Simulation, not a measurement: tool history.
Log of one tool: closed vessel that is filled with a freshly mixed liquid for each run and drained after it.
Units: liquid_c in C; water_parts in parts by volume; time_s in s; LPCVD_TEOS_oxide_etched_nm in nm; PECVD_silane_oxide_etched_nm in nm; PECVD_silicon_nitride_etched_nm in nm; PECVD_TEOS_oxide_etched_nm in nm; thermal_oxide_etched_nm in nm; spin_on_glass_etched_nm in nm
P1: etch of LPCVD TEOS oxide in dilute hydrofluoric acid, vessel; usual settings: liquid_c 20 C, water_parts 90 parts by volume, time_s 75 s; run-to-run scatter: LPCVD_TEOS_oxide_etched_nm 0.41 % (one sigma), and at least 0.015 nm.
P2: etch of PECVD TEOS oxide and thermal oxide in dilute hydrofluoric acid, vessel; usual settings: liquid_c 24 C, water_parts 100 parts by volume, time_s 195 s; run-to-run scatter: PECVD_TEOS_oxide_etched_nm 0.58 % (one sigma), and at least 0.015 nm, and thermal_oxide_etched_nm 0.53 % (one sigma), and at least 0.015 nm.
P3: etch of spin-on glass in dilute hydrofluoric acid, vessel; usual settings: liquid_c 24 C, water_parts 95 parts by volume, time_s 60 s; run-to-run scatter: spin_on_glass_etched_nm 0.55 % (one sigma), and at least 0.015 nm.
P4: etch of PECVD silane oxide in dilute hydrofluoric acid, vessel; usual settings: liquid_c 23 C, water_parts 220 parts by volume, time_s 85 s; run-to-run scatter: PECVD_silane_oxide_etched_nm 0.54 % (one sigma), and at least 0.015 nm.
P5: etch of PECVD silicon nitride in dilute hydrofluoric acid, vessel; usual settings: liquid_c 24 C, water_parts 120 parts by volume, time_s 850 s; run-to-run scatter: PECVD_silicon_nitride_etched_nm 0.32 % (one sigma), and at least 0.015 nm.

run,hour,process,liquid_c,water_parts,time_s,hours since the thermometer was replaced,hours since the hydrofluoric acid flow meter was replaced,LPCVD_TEOS_oxide_etched_nm,PECVD_silane_oxide_etched_nm,PECVD_silicon_nitride_etched_nm,PECVD_TEOS_oxide_etched_nm,thermal_oxide_etched_nm,spin_on_glass_etched_nm
1,10.2,P1,20,90,75,132.4,460.9,31.395,,,,,
2,16.4,P4,23,220,85,138.6,467.1,,4.9547,,,,
3,25.2,P4,23,135,85,147.4,475.9,,8.988,,,,
4,38.1,P4,23,220,85,160.3,488.8,,4.9382,,,,
5,46.3,P5,24,120,400,168.5,497,,,12.838,,,
6,56.6,P1,20,90,140,178.8,507.3,58.639,,,,,
7,67.2,P2,24,100,195,189.4,517.9,,,,26.034,9.082,
8,74.5,P1,20,30,75,196.7,525.2,101.47,,,,,
9,83.1,P1,20,90,30,205.3,533.8,12.669,,,,,
10,93.5,P4,31,220,85,215.7,544.2,,6.535,,,,
11,104.8,P3,31.5,95,60,227,555.5,,,,,,26.387
12,112.8,P2,19.5,100,195,235,563.5,,,,21.697,7.5202,
13,122.5,P2,24,180,195,244.7,573.2,,,,13.065,4.6175,
14,128.9,P3,24,30,60,251.1,579.6,,,,,,67.536
15,136.7,P1,20,90,75,258.9,587.4,31.3,,,,,
16,142.9,P1,24.5,25,75,265.1,593.6,147.99,,,,,
17,154.2,P1,20,90,75,276.4,604.9,31.528,,,,,
18,160.6,P1,26,90,75,282.8,611.3,40.176,,,,,
19,169,P3,24,95,60,291.2,619.7,,,,,,19.913
20,175.6,P3,24,95,110,297.8,626.3,,,,,,36.351
21,188.9,P5,24,120,850,311.1,639.6,,,27.022,,,
22,199.3,P1,20,90,75,321.5,650,31.449,,,,,
23,205.9,P1,20,160,75,328.1,656.6,16.494,,,,,
24,215.5,P4,23,220,160,337.7,666.2,,9.244,,,,
25,223,P5,24,25,850,345.2,673.7,,,126.11,,,
26,232.7,P5,31,120,850,354.9,683.4,,,42.363,,,
27,246,P1,17,90,75,368.2,696.7,27.736,,,,,
28,254,P1,20,90,75,376.2,704.7,31.638,,,,,
29,264.2,P2,24,100,355,386.4,714.9,,,,47.139,16.425,
30,273.1,P1,20,90,75,395.3,723.8,31.202,,,,,
31,282.7,P1,20,90,75,404.9,733.4,30.787,,,,,
32,291.3,P1,20,90,75,413.5,742,29.945,,,,,
33,301.7,P1,20,90,75,423.9,752.4,29.566,,,,,
34,311.7,P1,20,90,75,433.9,762.4,29.41,,,,,
35,322.9,P1,20,90,75,445.1,773.6,29.134,,,,,
36,334.4,P1,20,90,75,456.6,785.1,29.316,,,,,
37,346.1,P1,20,90,75,468.3,796.8,29.1,,,,,
38,358.6,P1,20,90,75,480.8,809.3,29.052,,,,,
39,372.6,P1,20,90,75,494.8,823.3,28.893,,,,,

What P1 gives has crept away from where it was. These 2 causes fit the log equally well, each at the size given:
A: liquid colder than its thermometer reads (K) = 2
B: hydrofluoric acid flow below the setpoint (%) = 7.25
The creep began at about hour 273.1.

4 check runs are offered, one wafer each, their results left as question marks. Which one tells the causes apart?
check 1,386.6,P5,24,35,850,,,,,?,,,
check 2,386.6,P3,31,95,60,,,,,,,,?
check 3,386.6,P4,23,140,155,,,,?,,,,
check 4,386.6,P2,24,175,195,,,,,,?,?,

What each check would give under each cause:
check,result,if A,if B
check 1,PECVD_silicon_nitride_etched_nm,79.542,84.767
check 2,spin_on_glass_etched_nm,24.191,23.932
check 3,PECVD_silane_oxide_etched_nm,14.313,14.185
check 4,PECVD_TEOS_oxide_etched_nm,12.569,12.391
check 4,thermal_oxide_etched_nm,4.3692,4.3071
How far apart the two closest causes lie, in the result that separates them most: check 1 6.36 %; check 2 1.08 %; check 3 0.9 %; check 4 1.43 %
Check 1 tells the causes apart: in the others they would give nearly the same result.

Check 1 was then run and gave: PECVD_silicon_nitride_etched_nm 84.666 nm. Which cause is it?

It is B: hydrofluoric acid flow below the setpoint (%).
